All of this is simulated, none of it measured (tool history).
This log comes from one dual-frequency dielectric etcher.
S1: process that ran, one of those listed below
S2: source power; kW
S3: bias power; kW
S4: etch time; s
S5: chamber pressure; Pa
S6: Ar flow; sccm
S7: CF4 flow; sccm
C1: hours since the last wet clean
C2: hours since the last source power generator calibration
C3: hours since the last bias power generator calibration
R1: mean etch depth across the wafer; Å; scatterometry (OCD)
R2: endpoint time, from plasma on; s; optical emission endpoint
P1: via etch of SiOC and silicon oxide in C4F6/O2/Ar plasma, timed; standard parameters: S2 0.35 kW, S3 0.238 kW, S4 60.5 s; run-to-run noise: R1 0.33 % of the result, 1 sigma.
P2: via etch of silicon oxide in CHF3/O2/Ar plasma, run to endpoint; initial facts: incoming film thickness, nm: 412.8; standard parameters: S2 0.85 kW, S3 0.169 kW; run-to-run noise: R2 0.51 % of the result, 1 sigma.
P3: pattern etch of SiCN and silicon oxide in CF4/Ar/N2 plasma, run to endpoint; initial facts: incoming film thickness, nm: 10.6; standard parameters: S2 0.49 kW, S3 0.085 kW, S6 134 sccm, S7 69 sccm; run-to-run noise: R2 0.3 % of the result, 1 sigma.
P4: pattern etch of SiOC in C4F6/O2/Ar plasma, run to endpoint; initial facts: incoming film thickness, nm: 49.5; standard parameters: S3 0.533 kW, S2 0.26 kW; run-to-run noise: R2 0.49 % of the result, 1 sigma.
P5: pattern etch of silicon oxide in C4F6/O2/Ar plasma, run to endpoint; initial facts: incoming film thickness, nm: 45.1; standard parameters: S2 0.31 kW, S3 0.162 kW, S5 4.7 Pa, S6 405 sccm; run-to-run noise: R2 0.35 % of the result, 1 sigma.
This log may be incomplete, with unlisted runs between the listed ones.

run   hour  S1    S2     S3    S4   S5   S6  S7     C1      C2      C3      R1      R2
  1    9.6  P1  0.35  0.238  60.5                360.9  2899.4  1067.6  733.72
  2   24.8  P5  0.31  0.162        4.7  274      376.1  2914.6  1082.8          16.541
  3   32.7  P2  1.14  0.169                        384  2922.5  1090.7           165.3
  4   41.8  P3  0.49  0.085             134  69  393.1  2931.6  1099.8          11.314
  5   58.5  P5  0.21  0.162        4.7  405      409.8  2948.3  1116.5          20.165
  6   71.2  P3  0.49  0.085             134  69  422.5    2961  1129.2          11.335
  7     83  P1  0.35   0.19    47                434.3  2972.8    1141  531.28
  8   94.1  P4   0.2  0.533                      445.4  2983.9  1152.1          20.877
  9  107.9  P5  0.31  0.162        5.9  405      459.2  2997.7  1165.9          17.871
 10  119.5  P3  0.49   0.05             134  69  470.8  3009.3  1177.5          13.499
 11  132.2  P1  0.35  0.238    84                483.5    3022  1190.2    1020
 12  140.7  P2  0.85  0.169                        492  3030.5  1198.7          185.23
 13  153.9  P4  0.26  0.711                      505.2  3043.7  1211.9          17.039
 14  168.5  P1  0.35  0.238  60.5                519.8  3058.3  1226.5  734.45
 15  179.5  P3  0.49  0.085             188  69  530.8  3069.3  1237.5          11.978
 16  191.3  P5  0.31  0.162        4.7  405      542.6  3081.1  1249.3          17.088
 17  203.6  P4  0.26  0.533                      554.9  3093.4  1261.6          19.139
 18  213.1  P1  0.35  0.238  33.5                564.4  3102.9  1271.1  404.39
 19    224  P1  0.35  0.305  60.5                575.3  3113.8    1282  797.62
 20  231.4  P2  0.85  0.169                      582.7  3121.2  1289.4          186.33
 21  240.8  P1  0.35  0.238  60.5                592.1  3130.6  1298.8  732.45
 22  249.9  P5  0.31  0.101        4.7  405      601.2  3139.7  1307.9          19.794
 23  265.6  P1  0.35  0.238  60.5                616.9  3155.4  1323.6  729.96
 24  282.3  P2  0.85  0.109                      633.6  3172.1  1340.3          212.53
 25  297.2  P1  0.35  0.238  60.5                648.5    3187  1355.2  734.92
 26  312.8  P1  0.24  0.238  60.5                664.1  3202.6  1370.8  635.64
 27  327.5  P3  0.35  0.085             134  69  678.8  3217.3  1385.5          15.153
 28  338.5  P4  0.26  0.533                      689.8  3228.3  1396.5          18.896
 29  353.8  P1  0.45  0.238  60.5                705.1  3243.6  1411.8  807.04
 30  362.9  P1  0.35  0.194  60.5                714.2  3252.7  1420.9  685.05
 31  371.9  P3  0.49  0.085             134  98  723.2  3261.7  1429.9          10.743
 32  388.5  P1  0.35  0.238  60.5                739.8  3278.3  1446.5  730.25
 33  401.5  P1  0.35  0.238  60.5                752.8  3291.3  1459.5   727.5
 34  412.8  P1  0.35  0.238  60.5                764.1  3302.6  1470.8  724.13
 35  423.7  P1  0.35  0.238  60.5                  775  3313.5  1481.7   724.8
 36  432.1  P1  0.35  0.238  60.5                783.4  3321.9  1490.1  721.49
 37  441.6  P1  0.35  0.238  60.5                792.9  3331.4  1499.6  720.97
     453.7  -- wet clean of the chamber
 38  458.2  P1  0.35  0.238  60.5                  4.6    3348  1516.2  721.27
 39  475.4  P1  0.35  0.238  60.5                 21.8  3365.2  1533.4  719.41
 40    491  P1  0.35  0.238  60.5                 37.4  3380.8    1549  720.45
 41  499.9  P1  0.35  0.238  60.5                 46.3  3389.7  1557.9   718.6
 42  507.5  P1  0.35  0.238  60.5                 53.9  3397.3  1565.5  724.58

P1 no longer gives what it gave before; its output has crept away from where it was. The following 2 causes, each at its listed size, fit the log equally well:
A: source power that arrives under what is set, % = 4.2
B: bias power that arrives under what is set, % = 4.66
At approximately hour 388.5, the process output began to creep.
Every other cause this tool's parts could produce, and why it does not fit the log:
chamber walls in a state that lowers the etch rate, %: was serviced at hour 453.7, once the creep was under way, yet the earlier output never came back

4 check runs are offered, one wafer each, their results left as question marks. Which one tells the causes apart?
check 1  515.1  P2  1.09   0.11                                     ?
check 2  515.1  P5  0.31  0.103      4.7  405                       ?
check 3  515.1  P4  0.21  0.708                                     ?
check 4  515.1  P3  0.39  0.058           134  69                   ?

If the cause were each of the candidates in turn, the checks would give the following:
  check  result    if A    if B
check 1      R2  195.54  194.82
check 2      R2  20.087   20.01
check 3      R2  18.666  18.734
check 4      R2  16.405  16.056
How far apart the two closest causes lie, in the result that separates them most: check 1 0.37 %; check 2 0.38 %; check 3 0.36 %; check 4 2.15 %
Check 4 is the one run that separates the causes; every other check would come out nearly the same whichever cause is at work.

After running check 4, the following was obtained: R2 16.414 s. Which cause does this point to?

A is the cause: source power that arrives under what is set, %.
